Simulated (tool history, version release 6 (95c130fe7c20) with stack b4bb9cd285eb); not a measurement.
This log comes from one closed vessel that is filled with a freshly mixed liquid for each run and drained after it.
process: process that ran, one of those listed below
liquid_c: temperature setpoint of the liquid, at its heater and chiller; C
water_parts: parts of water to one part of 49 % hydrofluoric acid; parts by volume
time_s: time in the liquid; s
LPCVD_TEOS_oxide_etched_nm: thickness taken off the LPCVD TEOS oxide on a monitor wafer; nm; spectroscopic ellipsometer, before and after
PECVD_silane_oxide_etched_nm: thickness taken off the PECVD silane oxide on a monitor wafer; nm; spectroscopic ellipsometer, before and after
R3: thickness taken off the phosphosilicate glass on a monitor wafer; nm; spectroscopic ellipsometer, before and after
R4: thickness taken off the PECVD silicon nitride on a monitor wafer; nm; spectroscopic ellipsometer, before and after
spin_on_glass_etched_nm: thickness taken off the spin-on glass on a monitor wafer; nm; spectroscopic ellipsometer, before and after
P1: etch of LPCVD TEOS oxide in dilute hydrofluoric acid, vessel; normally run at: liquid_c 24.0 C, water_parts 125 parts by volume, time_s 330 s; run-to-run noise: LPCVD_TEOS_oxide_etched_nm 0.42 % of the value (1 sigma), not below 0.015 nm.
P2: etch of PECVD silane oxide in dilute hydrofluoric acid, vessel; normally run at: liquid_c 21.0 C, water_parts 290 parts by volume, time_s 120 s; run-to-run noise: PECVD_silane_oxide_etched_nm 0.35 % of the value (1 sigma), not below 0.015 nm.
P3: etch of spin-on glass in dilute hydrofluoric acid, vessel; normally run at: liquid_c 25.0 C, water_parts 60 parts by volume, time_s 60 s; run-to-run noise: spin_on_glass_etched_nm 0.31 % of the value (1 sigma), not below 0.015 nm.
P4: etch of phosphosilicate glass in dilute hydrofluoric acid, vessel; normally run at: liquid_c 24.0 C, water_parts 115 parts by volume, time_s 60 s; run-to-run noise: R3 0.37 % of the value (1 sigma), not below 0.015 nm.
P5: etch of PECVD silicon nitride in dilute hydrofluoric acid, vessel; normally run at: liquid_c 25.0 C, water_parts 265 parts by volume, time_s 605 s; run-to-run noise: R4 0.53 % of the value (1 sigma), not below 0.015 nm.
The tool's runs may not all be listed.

{"run": 1, "hour": 7.2, "process": "P1", "liquid_c": 24.0, "water_parts": 125, "time_s": 330, "LPCVD_TEOS_oxide_etched_nm": 42.114}
{"run": 2, "hour": 12.9, "process": "P1", "liquid_c": 30.5, "water_parts": 125, "time_s": 330, "LPCVD_TEOS_oxide_etched_nm": 53.754}
{"run": 3, "hour": 17.2, "process": "P2", "liquid_c": 21.0, "water_parts": 95, "time_s": 120, "PECVD_silane_oxide_etched_nm": 35.293}
{"run": 4, "hour": 24.9, "process": "P4", "liquid_c": 31.5, "water_parts": 115, "time_s": 60, "R3": 59.402}
{"run": 5, "hour": 30.4, "process": "P5", "liquid_c": 25.0, "water_parts": 265, "time_s": 605, "R4": 6.1321}
{"run": 6, "hour": 37.0, "process": "P2", "liquid_c": 17.0, "water_parts": 290, "time_s": 120, "PECVD_silane_oxide_etched_nm": 8.1553}
{"run": 7, "hour": 44.0, "process": "P1", "liquid_c": 24.0, "water_parts": 35, "time_s": 330, "LPCVD_TEOS_oxide_etched_nm": 168.81}
{"run": 8, "hour": 50.4, "process": "P3", "liquid_c": 25.0, "water_parts": 105, "time_s": 60, "spin_on_glass_etched_nm": 41.047}
{"run": 9, "hour": 54.4, "process": "P4", "liquid_c": 24.0, "water_parts": 115, "time_s": 60, "R3": 44.577}
{"run": 10, "hour": 62.1, "process": "P1", "liquid_c": 24.0, "water_parts": 125, "time_s": 330, "LPCVD_TEOS_oxide_etched_nm": 41.913}
{"run": 11, "hour": 68.7, "process": "P3", "liquid_c": 18.0, "water_parts": 60, "time_s": 60, "spin_on_glass_etched_nm": 57.078}
{"run": 12, "hour": 75.7, "process": "P1", "liquid_c": 24.0, "water_parts": 80, "time_s": 625, "LPCVD_TEOS_oxide_etched_nm": 131.57}
{"run": 13, "hour": 83.9, "process": "P1", "liquid_c": 31.5, "water_parts": 200, "time_s": 330, "LPCVD_TEOS_oxide_etched_nm": 31.758}
{"run": 14, "hour": 89.6, "process": "P1", "liquid_c": 24.0, "water_parts": 125, "time_s": 330, "LPCVD_TEOS_oxide_etched_nm": 42.267}
{"hour": 92.5, "done": "thermometer replaced"}
{"run": 15, "hour": 93.7, "process": "P3", "liquid_c": 25.0, "water_parts": 60, "time_s": 110, "spin_on_glass_etched_nm": 139.33}
{"run": 16, "hour": 101.2, "process": "P1", "liquid_c": 24.0, "water_parts": 125, "time_s": 640, "LPCVD_TEOS_oxide_etched_nm": 81.107}
{"run": 17, "hour": 105.2, "process": "P2", "liquid_c": 21.0, "water_parts": 290, "time_s": 120, "PECVD_silane_oxide_etched_nm": 9.5059}
{"run": 18, "hour": 113.1, "process": "P2", "liquid_c": 21.0, "water_parts": 290, "time_s": 235, "PECVD_silane_oxide_etched_nm": 18.617}
{"run": 19, "hour": 119.5, "process": "P1", "liquid_c": 24.0, "water_parts": 125, "time_s": 330, "LPCVD_TEOS_oxide_etched_nm": 42.292}
{"run": 20, "hour": 127.7, "process": "P4", "liquid_c": 24.0, "water_parts": 115, "time_s": 30, "R3": 22.255}
{"run": 21, "hour": 135.1, "process": "P1", "liquid_c": 24.0, "water_parts": 170, "time_s": 330, "LPCVD_TEOS_oxide_etched_nm": 29.427}
{"run": 22, "hour": 142.7, "process": "P1", "liquid_c": 24.0, "water_parts": 125, "time_s": 135, "LPCVD_TEOS_oxide_etched_nm": 17.24}
{"run": 23, "hour": 150.8, "process": "P5", "liquid_c": 25.0, "water_parts": 85, "time_s": 605, "R4": 18.721}
{"run": 24, "hour": 156.7, "process": "P4", "liquid_c": 24.0, "water_parts": 185, "time_s": 60, "R3": 25.526}
{"run": 25, "hour": 161.5, "process": "P4", "liquid_c": 24.0, "water_parts": 115, "time_s": 60, "R3": 44.604}
{"run": 26, "hour": 166.1, "process": "P2", "liquid_c": 21.0, "water_parts": 290, "time_s": 120, "PECVD_silane_oxide_etched_nm": 9.5043}
{"run": 27, "hour": 174.1, "process": "P3", "liquid_c": 25.0, "water_parts": 60, "time_s": 60, "spin_on_glass_etched_nm": 76.502}
{"run": 28, "hour": 182.3, "process": "P5", "liquid_c": 30.5, "water_parts": 265, "time_s": 605, "R4": 8.5068}
{"hour": 185.1, "done": "hydrofluoric acid flow meter replaced"}
{"run": 29, "hour": 190.6, "process": "P1", "liquid_c": 24.0, "water_parts": 125, "time_s": 330, "LPCVD_TEOS_oxide_etched_nm": 42.312}
{"run": 30, "hour": 195.5, "process": "P5", "liquid_c": 25.0, "water_parts": 265, "time_s": 220, "R4": 2.2239}
{"run": 31, "hour": 202.8, "process": "P1", "liquid_c": 24.0, "water_parts": 125, "time_s": 330, "LPCVD_TEOS_oxide_etched_nm": 42.181}
{"run": 32, "hour": 207.1, "process": "P1", "liquid_c": 19.5, "water_parts": 125, "time_s": 330, "LPCVD_TEOS_oxide_etched_nm": 35.312}
{"run": 33, "hour": 213.1, "process": "P3", "liquid_c": 25.0, "water_parts": 60, "time_s": 60, "spin_on_glass_etched_nm": 76.706}
{"run": 34, "hour": 217.9, "process": "P1", "liquid_c": 24.0, "water_parts": 125, "time_s": 330, "LPCVD_TEOS_oxide_etched_nm": 42.111}
{"run": 35, "hour": 224.1, "process": "P1", "liquid_c": 24.0, "water_parts": 125, "time_s": 330, "LPCVD_TEOS_oxide_etched_nm": 40.892}
{"run": 36, "hour": 230.0, "process": "P1", "liquid_c": 24.0, "water_parts": 125, "time_s": 330, "LPCVD_TEOS_oxide_etched_nm": 39.953}
{"run": 37, "hour": 235.9, "process": "P1", "liquid_c": 24.0, "water_parts": 125, "time_s": 330, "LPCVD_TEOS_oxide_etched_nm": 39.6}
{"run": 38, "hour": 240.4, "process": "P1", "liquid_c": 24.0, "water_parts": 125, "time_s": 330, "LPCVD_TEOS_oxide_etched_nm": 39.19}
{"run": 39, "hour": 248.6, "process": "P1", "liquid_c": 24.0, "water_parts": 125, "time_s": 330, "LPCVD_TEOS_oxide_etched_nm": 39.015}
{"run": 40, "hour": 256.4, "process": "P1", "liquid_c": 24.0, "water_parts": 125, "time_s": 330, "LPCVD_TEOS_oxide_etched_nm": 38.967}
{"run": 41, "hour": 261.0, "process": "P1", "liquid_c": 24.0, "water_parts": 125, "time_s": 330, "LPCVD_TEOS_oxide_etched_nm": 38.468}
{"run": 42, "hour": 268.4, "process": "P1", "liquid_c": 24.0, "water_parts": 125, "time_s": 330, "LPCVD_TEOS_oxide_etched_nm": 38.583}
{"run": 43, "hour": 272.9, "process": "P1", "liquid_c": 24.0, "water_parts": 125, "time_s": 330, "LPCVD_TEOS_oxide_etched_nm": 38.717}
{"run": 44, "hour": 279.1, "process": "P1", "liquid_c": 24.0, "water_parts": 125, "time_s": 330, "LPCVD_TEOS_oxide_etched_nm": 38.472}

What P1 gives has crept away from where it was. These 2 causes fit the log equally well, each at the size given:
A: liquid colder than its thermometer reads (K) = 2.24
B: hydrofluoric acid flow below the setpoint (%) = 7.34
The drift started at roughly hour 217.9.

The check runs listed below each take one wafer, and their results are still question marks. Under which run would the listed causes lead to clearly different results?
{"run": "check 1", "hour": 285.3, "process": "P5", "liquid_c": 25.0, "water_parts": 190, "time_s": 235, "R4": "?"}
{"run": "check 2", "hour": 285.3, "process": "P4", "liquid_c": 24.0, "water_parts": 165, "time_s": 30, "R3": "?"}
{"run": "check 3", "hour": 285.3, "process": "P3", "liquid_c": 25.0, "water_parts": 85, "time_s": 95, "spin_on_glass_etched_nm": "?"}
{"run": "check 4", "hour": 285.3, "process": "P2", "liquid_c": 17.0, "water_parts": 290, "time_s": 220, "PECVD_silane_oxide_etched_nm": "?"}

What each check would give under each cause:
check=check_1 result=R4 if_A=2.8645 if_B=3.0615
check=check_2 result=R3 if_A=13.445 if_B=13.377
check=check_3 result=spin_on_glass_etched_nm if_A=75.572 if_B=75.952
check=check_4 result=PECVD_silane_oxide_etched_nm if_A=13.7280 if_B=13.6050
Separation of the two closest causes in each check, using whichever result separates them best: check 1 6.65 %; check 2 0.5 %; check 3 0.5 %; check 4 0.9 %
Check 1 distinguishes between the causes, while the remaining checks would return nearly the same result for all of them.

Check 1 has now been run. It gave: R4 3.0486 nm. Which of the candidate causes is it?

The cause is B: hydrofluoric acid flow below the setpoint (%).

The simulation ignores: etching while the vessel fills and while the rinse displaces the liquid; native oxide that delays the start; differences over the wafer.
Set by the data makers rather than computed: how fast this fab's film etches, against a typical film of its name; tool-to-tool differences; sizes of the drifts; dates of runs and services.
